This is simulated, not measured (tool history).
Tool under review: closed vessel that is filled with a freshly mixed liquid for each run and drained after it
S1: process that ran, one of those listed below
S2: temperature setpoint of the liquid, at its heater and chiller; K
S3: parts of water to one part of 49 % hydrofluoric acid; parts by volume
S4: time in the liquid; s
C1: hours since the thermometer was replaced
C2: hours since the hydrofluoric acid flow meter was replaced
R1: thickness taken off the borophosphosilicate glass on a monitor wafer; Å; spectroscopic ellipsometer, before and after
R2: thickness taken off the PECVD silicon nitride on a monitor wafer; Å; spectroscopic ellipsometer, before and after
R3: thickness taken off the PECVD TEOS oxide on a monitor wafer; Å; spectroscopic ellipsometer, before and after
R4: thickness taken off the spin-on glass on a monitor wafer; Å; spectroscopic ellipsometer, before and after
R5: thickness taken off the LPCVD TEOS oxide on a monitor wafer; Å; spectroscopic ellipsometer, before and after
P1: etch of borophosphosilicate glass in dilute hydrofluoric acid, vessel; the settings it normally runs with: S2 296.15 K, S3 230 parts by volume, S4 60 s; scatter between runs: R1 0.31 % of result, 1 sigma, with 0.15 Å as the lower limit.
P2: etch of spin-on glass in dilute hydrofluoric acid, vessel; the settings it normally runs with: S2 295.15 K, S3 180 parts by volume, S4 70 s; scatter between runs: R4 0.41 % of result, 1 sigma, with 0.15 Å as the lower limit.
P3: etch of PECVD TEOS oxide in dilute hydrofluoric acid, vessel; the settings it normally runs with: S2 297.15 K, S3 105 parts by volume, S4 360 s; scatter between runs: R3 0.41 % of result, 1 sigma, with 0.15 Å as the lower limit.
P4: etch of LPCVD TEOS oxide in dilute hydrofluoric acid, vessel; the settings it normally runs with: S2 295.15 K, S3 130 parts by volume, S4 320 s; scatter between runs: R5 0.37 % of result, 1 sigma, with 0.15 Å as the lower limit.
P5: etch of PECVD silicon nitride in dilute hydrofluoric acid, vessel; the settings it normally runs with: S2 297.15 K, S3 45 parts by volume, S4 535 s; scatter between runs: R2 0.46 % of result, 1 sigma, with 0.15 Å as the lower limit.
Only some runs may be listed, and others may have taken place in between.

run	day	S1	S2	S3	S4	C1	C2	R1	R2	R3	R4	R5
1	0.321	P1	296.15	230	60	1019.9	640.4	183.61				
2	0.842	P5	297.15	45	800	1032.4	652.9		291.46			
3	1.183	P3	297.15	30	360	1040.6	661.1			1330.300		
4	1.438	P1	296.15	230	60	1046.7	667.2	184.10				
5	1.779	P5	297.15	20	535	1054.9	675.4		430.64			
6	2.054	P2	295.15	180	35	1061.5	682.0				54.128	
7	2.588	P1	296.15	145	60	1074.3	694.8	318.87				
8	2.962	P2	295.15	180	70	1083.3	703.8				107.680	
9	3.292	P1	296.15	230	60	1091.2	711.7	183.56				
10	3.662	P1	301.65	230	60	1100.1	720.6	222.33				
11	4.117	P3	297.15	105	360	1111.0	731.5			344.880		
12	4.388	P5	297.15	45	535	1117.5	738.0		195.36			
13	4.804	P4	303.65	130	320	1127.5	748.0					807.620
14	5.354	P4	295.15	130	320	1140.7	761.2					580.920
15	5.596	P1	296.15	230	110	1146.5	767.0	335.31				
16	5.992	P1	290.15	230	60	1156.0	776.5	146.26				
17	6.388	P1	296.15	230	60	1165.5	786.0	183.81				
18	6.667	P1	296.15	230	30	1172.2	792.7	91.75				
19	7.142	P1	296.15	230	60	1183.6	804.1	183.64				
20	7.512	P4	295.15	130	320	1192.5	813.0					582.940
21	7.883	P3	297.15	105	30	1201.4	821.9			28.723		
22	8.296	P4	295.15	130	30	1211.3	831.8					54.918
23	8.571	P3	290.15	105	360	1217.9	838.4			260.560		
24	8.925	P4	295.15	40	320	1226.4	846.9					2111.500
25	9.321	P2	302.65	180	70	1235.9	856.4				142.420	
26	9.808	P1	296.15	320	60	1247.6	868.1	121.03				
27	10.088	P5	290.15	45	535	1254.3	874.8		120.07			
28	10.462	P1	302.15	230	115	1263.3	883.8	435.64				

Predict the results of run 29:
29	10.792	P2	295.15	300	70	1271.2	891.7				?	

R4: 57.516 Å
